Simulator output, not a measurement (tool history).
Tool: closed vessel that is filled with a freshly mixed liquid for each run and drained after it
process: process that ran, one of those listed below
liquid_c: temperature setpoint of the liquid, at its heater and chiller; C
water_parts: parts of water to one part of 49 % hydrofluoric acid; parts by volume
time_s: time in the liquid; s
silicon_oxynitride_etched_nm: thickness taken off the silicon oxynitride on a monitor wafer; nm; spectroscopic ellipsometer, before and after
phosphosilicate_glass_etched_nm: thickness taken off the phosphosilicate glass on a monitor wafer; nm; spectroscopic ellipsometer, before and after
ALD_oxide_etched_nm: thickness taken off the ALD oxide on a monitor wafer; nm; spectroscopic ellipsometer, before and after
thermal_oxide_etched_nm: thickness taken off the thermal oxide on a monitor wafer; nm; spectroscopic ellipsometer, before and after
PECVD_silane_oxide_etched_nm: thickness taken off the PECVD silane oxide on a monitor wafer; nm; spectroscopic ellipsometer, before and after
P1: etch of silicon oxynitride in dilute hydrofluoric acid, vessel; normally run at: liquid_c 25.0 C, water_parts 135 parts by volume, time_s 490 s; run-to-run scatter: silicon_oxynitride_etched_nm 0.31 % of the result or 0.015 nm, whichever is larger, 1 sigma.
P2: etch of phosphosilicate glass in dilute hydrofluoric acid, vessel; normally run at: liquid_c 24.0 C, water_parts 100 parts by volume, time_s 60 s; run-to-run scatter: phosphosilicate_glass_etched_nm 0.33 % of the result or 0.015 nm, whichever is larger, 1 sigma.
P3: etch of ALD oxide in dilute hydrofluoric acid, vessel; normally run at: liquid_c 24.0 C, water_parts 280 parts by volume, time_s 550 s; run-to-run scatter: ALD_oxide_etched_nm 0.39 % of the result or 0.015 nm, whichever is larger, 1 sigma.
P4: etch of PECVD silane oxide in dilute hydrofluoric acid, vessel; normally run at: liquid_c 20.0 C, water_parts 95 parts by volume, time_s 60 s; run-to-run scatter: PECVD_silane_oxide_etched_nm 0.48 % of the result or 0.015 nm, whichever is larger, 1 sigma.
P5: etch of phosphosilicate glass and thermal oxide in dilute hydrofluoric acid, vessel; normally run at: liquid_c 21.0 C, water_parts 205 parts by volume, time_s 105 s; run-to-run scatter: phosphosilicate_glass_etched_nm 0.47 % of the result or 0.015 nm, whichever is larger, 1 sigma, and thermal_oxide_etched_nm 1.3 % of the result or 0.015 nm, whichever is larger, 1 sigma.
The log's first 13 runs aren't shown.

run	day	process	liquid_c	water_parts	time_s	silicon_oxynitride_etched_nm	phosphosilicate_glass_etched_nm	ALD_oxide_etched_nm	thermal_oxide_etched_nm	PECVD_silane_oxide_etched_nm
14	6.675	P3	29.5	280	550			35.837		
15	7.125	P1	25.0	30	490	68.8280				
16	7.671	P4	20.0	95	60					11.873
17	7.979	P5	21.0	205	105		24.840		1.8150	
18	8.338	P1	25.0	135	490	14.0440				
19	9.012	P4	20.0	95	60					11.918
20	9.388	P2	24.0	100	60		71.253			
21	9.688	P1	25.0	135	85	2.3838				
22	10.088	P3	24.0	280	1010			54.970		
23	10.696	P4	20.0	95	90					17.823
24	11.104	P1	21.0	135	490	11.5860				
25	11.521	P5	21.0	55	105		108.910		7.7788	
26	12.171	P2	24.0	100	30		35.690			
27	12.717	P4	20.0	20	60					61.904

Run 28 comes next. What will it give?
28	13.342	P1	31.5	135	490	?				

{"run 28": {"silicon_oxynitride_etched_nm": 18.696}}

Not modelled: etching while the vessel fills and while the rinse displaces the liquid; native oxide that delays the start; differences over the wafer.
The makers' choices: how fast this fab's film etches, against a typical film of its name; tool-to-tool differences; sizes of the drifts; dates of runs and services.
